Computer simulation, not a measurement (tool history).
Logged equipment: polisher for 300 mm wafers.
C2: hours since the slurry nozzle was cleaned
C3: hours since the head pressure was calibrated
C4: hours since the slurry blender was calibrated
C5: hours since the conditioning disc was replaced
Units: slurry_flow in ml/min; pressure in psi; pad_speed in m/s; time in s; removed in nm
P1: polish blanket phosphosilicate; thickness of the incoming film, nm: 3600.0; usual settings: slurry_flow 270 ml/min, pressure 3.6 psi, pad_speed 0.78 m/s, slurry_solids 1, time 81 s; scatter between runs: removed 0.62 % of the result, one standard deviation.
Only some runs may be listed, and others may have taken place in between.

run 1 hour=15.6 | slurry_flow=270 pressure=3.6 pad_speed=0.78 slurry_solids=1 time=81 | wafers_polished_on_this_pad=510 C2=232.3 C3=879.7 C4=76.9 C5=61.8 | removed=607.05
run 2 hour=30.4 | slurry_flow=270 pressure=5.3 pad_speed=0.78 slurry_solids=1 time=52 | wafers_polished_on_this_pad=589 C2=247.1 C3=894.5 C4=91.7 C5=76.6 | removed=570.13
run 3 hour=39.2 | slurry_flow=160 pressure=3.6 pad_speed=0.78 slurry_solids=1 time=81 | wafers_polished_on_this_pad=636 C2=255.9 C3=903.3 C4=100.5 C5=85.4 | removed=572.58
run 4 hour=47.3 | slurry_flow=270 pressure=4.9 pad_speed=0.78 slurry_solids=1 time=81 | wafers_polished_on_this_pad=679 C2=264 C3=911.4 C4=108.6 C5=93.5 | removed=835.74
run 5 hour=59.8 | slurry_flow=270 pressure=3.6 pad_speed=0.78 slurry_solids=0.5 time=81 | wafers_polished_on_this_pad=745 C2=276.5 C3=923.9 C4=121.1 C5=106 | removed=418.01
run 6 hour=69.4 | slurry_flow=270 pressure=1.6 pad_speed=0.78 slurry_solids=1 time=81 | wafers_polished_on_this_pad=796 C2=286.1 C3=933.5 C4=130.7 C5=115.6 | removed=270.22
run 7 hour=76.9 | slurry_flow=270 pressure=3.6 pad_speed=0.78 slurry_solids=1 time=81 | wafers_polished_on_this_pad=836 C2=293.6 C3=941 C4=138.2 C5=123.1 | removed=601.74
run 8 hour=84.6 | slurry_flow=425 pressure=3.6 pad_speed=0.78 slurry_solids=1 time=81 | wafers_polished_on_this_pad=877 C2=301.3 C3=948.7 C4=145.9 C5=130.8 | removed=628.83
run 9 hour=93.2 | slurry_flow=270 pressure=3.6 pad_speed=0.78 slurry_solids=1.45 time=81 | wafers_polished_on_this_pad=923 C2=309.9 C3=957.3 C4=154.5 C5=139.4 | removed=711.13
run 10 hour=104.2 | slurry_flow=270 pressure=3.6 pad_speed=0.78 slurry_solids=1 time=60 | wafers_polished_on_this_pad=981 C2=320.9 C3=968.3 C4=165.5 C5=150.4 | removed=448.43
run 11 hour=119.9 | slurry_flow=270 pressure=3.6 pad_speed=0.78 slurry_solids=1 time=106 | wafers_polished_on_this_pad=1065 C2=336.6 C3=984 C4=181.2 C5=166.1 | removed=787.38
run 12 hour=130.2 | slurry_flow=270 pressure=3.6 pad_speed=0.38 slurry_solids=1 time=81 | wafers_polished_on_this_pad=1120 C2=346.9 C3=994.3 C4=191.5 C5=176.4 | removed=344.98
run 13 hour=142.5 | slurry_flow=270 pressure=1.6 pad_speed=0.4 slurry_solids=1 time=81 | wafers_polished_on_this_pad=1185 C2=359.2 C3=1006.6 C4=203.8 C5=188.7 | removed=159.7
run 14 hour=150.3 | slurry_flow=270 pressure=3.6 pad_speed=1.06 slurry_solids=1 time=81 | wafers_polished_on_this_pad=1227 C2=367 C3=1014.4 C4=211.6 C5=196.5 | removed=781.17
run 15 hour=164 | slurry_flow=270 pressure=3.6 pad_speed=0.78 slurry_solids=1 time=81 | wafers_polished_on_this_pad=1300 C2=380.7 C3=1028.1 C4=225.3 C5=210.2 | removed=603.74
run 16 hour=172.1 | slurry_flow=270 pressure=3.6 pad_speed=0.78 slurry_solids=1 time=81 | wafers_polished_on_this_pad=1343 C2=388.8 C3=1036.2 C4=233.4 C5=218.3 | removed=607.59
run 17 hour=181.3 | slurry_flow=270 pressure=3.6 pad_speed=0.78 slurry_solids=1 time=81 | wafers_polished_on_this_pad=1392 C2=398 C3=1045.4 C4=242.6 C5=227.5 | removed=611.92
run 18 hour=192.2 | slurry_flow=270 pressure=3.6 pad_speed=0.78 slurry_solids=1 time=81 | wafers_polished_on_this_pad=1450 C2=408.9 C3=1056.3 C4=253.5 C5=238.4 | removed=586.01
run 19 hour=200.4 | slurry_flow=270 pressure=3.6 pad_speed=0.78 slurry_solids=1 time=81 | wafers_polished_on_this_pad=1493 C2=417.1 C3=1064.5 C4=261.7 C5=246.6 | removed=574.46
run 20 hour=215 | slurry_flow=270 pressure=3.6 pad_speed=0.78 slurry_solids=1 time=81 | wafers_polished_on_this_pad=1571 C2=431.7 C3=1079.1 C4=276.3 C5=261.2 | removed=574.02
-- hour=228.9 head pressure recalibrated
run 21 hour=229.6 | slurry_flow=270 pressure=3.6 pad_speed=0.78 slurry_solids=1 time=81 | wafers_polished_on_this_pad=1648 C2=446.3 C3=0.7 C4=290.9 C5=275.8 | removed=565.12
-- hour=229.8 slurry nozzle cleaned
-- hour=232.1 conditioning disc replaced and pad reconditioned
run 22 hour=242.1 | slurry_flow=270 pressure=3.6 pad_speed=0.78 slurry_solids=1 time=81 | wafers_polished_on_this_pad=1715 C2=12.4 C3=13.2 C4=303.4 C5=10 | removed=564.94
run 23 hour=253.1 | slurry_flow=270 pressure=3.6 pad_speed=0.78 slurry_solids=1 time=81 | wafers_polished_on_this_pad=1773 C2=23.4 C3=24.2 C4=314.4 C5=21 | removed=565.52

The log shows P1 creeping away from where it was. Any of the 2 causes listed here, at the size stated for it, fits the log just as well as the others:
A: abrasive missing from the slurry, % = 15.3
B: removal rate lost through wear of the pad, % = 7.6
At approximately hour 181.3, the process output began to creep.
Why every other cause is out:
slurry flow missing at the pad, %: serviced at hour 229.8, which brought nothing back
head's pressure below its setpoint, %: serviced at hour 228.9, which brought nothing back
time polished since the conditioner stopped cutting, s: serviced at hour 232.1, which brought nothing back

You are offered 4 check runs, listed below with question marks in place of their results; each one averages 5 wafers. Which run separates the listed causes by giving clearly different results for each?
run check 1 hour=264.1 | slurry_flow=270 pressure=1.9 pad_speed=0.38 slurry_solids=1 time=81 | removed=?
run check 2 hour=264.1 | slurry_flow=270 pressure=3.6 pad_speed=0.46 slurry_solids=1 time=104 | removed=?
run check 3 hour=264.1 | slurry_flow=330 pressure=3.6 pad_speed=0.98 slurry_solids=1 time=81 | removed=?
run check 4 hour=264.1 | slurry_flow=270 pressure=3.6 pad_speed=1 slurry_solids=0.55 time=81 | removed=?

Expected result of each check under each candidate cause:
check=check_1 result=removed if_A=166.89 if_B=166.87
check=check_2 result=removed if_A=473.05 if_B=472.98
check=check_3 result=removed if_A=687.09 if_B=686.99
check=check_4 result=removed if_A=487.8 if_B=499.77
Per-check spread between the two closest causes, in the result where they differ most: check 1 0.01 %; check 2 0.01 %; check 3 0.01 %; check 4 2.43 %
Only check 4 tells the causes apart: in the others they would give nearly the same result.

Check 4 has now been run. It gave: removed 498.49 nm. Which of the candidate causes is it?

It is B: removal rate lost through wear of the pad, %.

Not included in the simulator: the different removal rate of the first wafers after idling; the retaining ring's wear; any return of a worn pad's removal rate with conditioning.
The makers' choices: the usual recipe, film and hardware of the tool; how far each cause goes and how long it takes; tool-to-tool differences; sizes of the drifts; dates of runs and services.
